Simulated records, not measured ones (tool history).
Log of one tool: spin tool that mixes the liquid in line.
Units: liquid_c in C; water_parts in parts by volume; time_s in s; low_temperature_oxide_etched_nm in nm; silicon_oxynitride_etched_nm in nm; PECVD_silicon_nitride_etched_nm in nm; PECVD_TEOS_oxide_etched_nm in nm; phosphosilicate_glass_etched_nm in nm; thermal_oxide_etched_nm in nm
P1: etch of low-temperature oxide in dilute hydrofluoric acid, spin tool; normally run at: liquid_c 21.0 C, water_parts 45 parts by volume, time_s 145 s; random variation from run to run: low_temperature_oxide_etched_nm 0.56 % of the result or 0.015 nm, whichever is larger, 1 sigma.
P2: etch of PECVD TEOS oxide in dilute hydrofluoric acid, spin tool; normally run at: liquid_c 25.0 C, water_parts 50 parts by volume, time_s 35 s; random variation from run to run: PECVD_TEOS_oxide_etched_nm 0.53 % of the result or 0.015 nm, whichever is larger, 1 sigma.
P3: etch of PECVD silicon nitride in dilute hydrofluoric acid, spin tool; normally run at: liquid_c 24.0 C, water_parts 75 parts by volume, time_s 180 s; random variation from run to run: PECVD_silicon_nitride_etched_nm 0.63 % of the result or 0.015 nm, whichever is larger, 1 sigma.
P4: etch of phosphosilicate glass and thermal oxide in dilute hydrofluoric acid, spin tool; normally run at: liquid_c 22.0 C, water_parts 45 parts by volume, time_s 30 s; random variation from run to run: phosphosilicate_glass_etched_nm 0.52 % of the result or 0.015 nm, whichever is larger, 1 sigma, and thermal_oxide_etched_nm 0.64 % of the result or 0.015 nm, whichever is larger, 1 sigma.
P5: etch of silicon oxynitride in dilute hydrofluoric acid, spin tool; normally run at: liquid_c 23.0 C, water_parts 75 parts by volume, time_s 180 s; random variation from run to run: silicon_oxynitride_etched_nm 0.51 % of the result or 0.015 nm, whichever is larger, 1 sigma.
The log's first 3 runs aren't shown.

| run | hour | process | liquid_c | water_parts | time_s | hours since the thermometer was replaced | hours since the hydrofluoric acid flow meter was replaced | low_temperature_oxide_etched_nm | silicon_oxynitride_etched_nm | PECVD_silicon_nitride_etched_nm | PECVD_TEOS_oxide_etched_nm | phosphosilicate_glass_etched_nm | thermal_oxide_etched_nm |
|---|---|---|---|---|---|---|---|---|---|---|---|---|---|
| 4 | 52.9 | P1 | 21.0 | 45 | 145 | 594.0 | 1794.7 | 32.042 |  |  |  |  |  |
| 5 | 69.1 | P1 | 21.0 | 65 | 270 | 610.2 | 1810.9 | 40.080 |  |  |  |  |  |
| 6 | 81.5 | P3 | 24.0 | 75 | 30 | 622.6 | 1823.3 |  |  | 0.75831 |  |  |  |
| 7 | 97.9 | P2 | 17.0 | 50 | 35 | 639.0 | 1839.7 |  |  |  | 12.573 |  |  |
| 8 | 106.8 | P1 | 28.5 | 45 | 145 | 647.9 | 1848.6 | 43.433 |  |  |  |  |  |
| 9 | 123.1 | P2 | 25.0 | 50 | 55 | 664.2 | 1864.9 |  |  |  | 27.890 |  |  |
| 10 | 136.2 | P4 | 22.0 | 20 | 30 | 677.3 | 1878.0 |  |  |  |  | 147.73 | 7.9714 |
| 11 | 149.2 | P2 | 25.0 | 50 | 35 | 690.3 | 1891.0 |  |  |  | 17.631 |  |  |
| 12 | 161.2 | P1 | 21.0 | 75 | 240 | 702.3 | 1903.0 | 30.626 |  |  |  |  |  |
| 13 | 176.8 | P3 | 24.0 | 120 | 180 | 717.9 | 1918.6 |  |  | 2.92640 |  |  |  |
| 14 | 186.5 | P1 | 21.0 | 45 | 145 | 727.6 | 1928.3 | 32.245 |  |  |  |  |  |
| 15 | 195.6 | P1 | 21.0 | 65 | 145 | 736.7 | 1937.4 | 21.665 |  |  |  |  |  |
| 16 | 204.9 | P2 | 25.0 | 80 | 35 | 746.0 | 1946.7 |  |  |  | 10.597 |  |  |
| 17 | 215.4 | P3 | 24.0 | 75 | 180 | 756.5 | 1957.2 |  |  | 4.64770 |  |  |  |
| 18 | 227.9 | P1 | 17.0 | 45 | 145 | 769.0 | 1969.7 | 27.107 |  |  |  |  |  |
| 19 | 240.7 | P1 | 21.0 | 45 | 145 | 781.8 | 1982.5 | 32.030 |  |  |  |  |  |
| 20 | 254.5 | P4 | 22.0 | 45 | 60 | 795.6 | 1996.3 |  |  |  |  | 127.79 | 6.9084 |
| 21 | 266.4 | P5 | 23.0 | 130 | 180 | 807.5 | 2008.2 |  | 5.1015 |  |  |  |  |
| 22 | 280.9 | P1 | 21.0 | 45 | 70 | 822.0 | 2022.7 | 15.559 |  |  |  |  |  |
| 23 | 294.9 | P4 | 25.5 | 45 | 30 | 836.0 | 2036.7 |  |  |  |  | 73.66 | 3.9420 |
| 24 | 303.6 | P1 | 17.0 | 25 | 145 | 844.7 | 2045.4 | 49.706 |  |  |  |  |  |
| 25 | 317.1 | P5 | 23.0 | 75 | 180 | 858.2 | 2058.9 |  | 9.2018 |  |  |  |  |
| 26 | 326.4 | P4 | 22.0 | 45 | 30 | 867.5 | 2068.2 |  |  |  |  | 64.35 | 3.4528 |

The next listed run, before its measurement:
| 27 | 341.6 | P1 | 21.0 | 45 | 145 | 882.7 | 2083.4 | ? |  |  |  |  |  |

{"run 27": {"low_temperature_oxide_etched_nm": 32.321}}
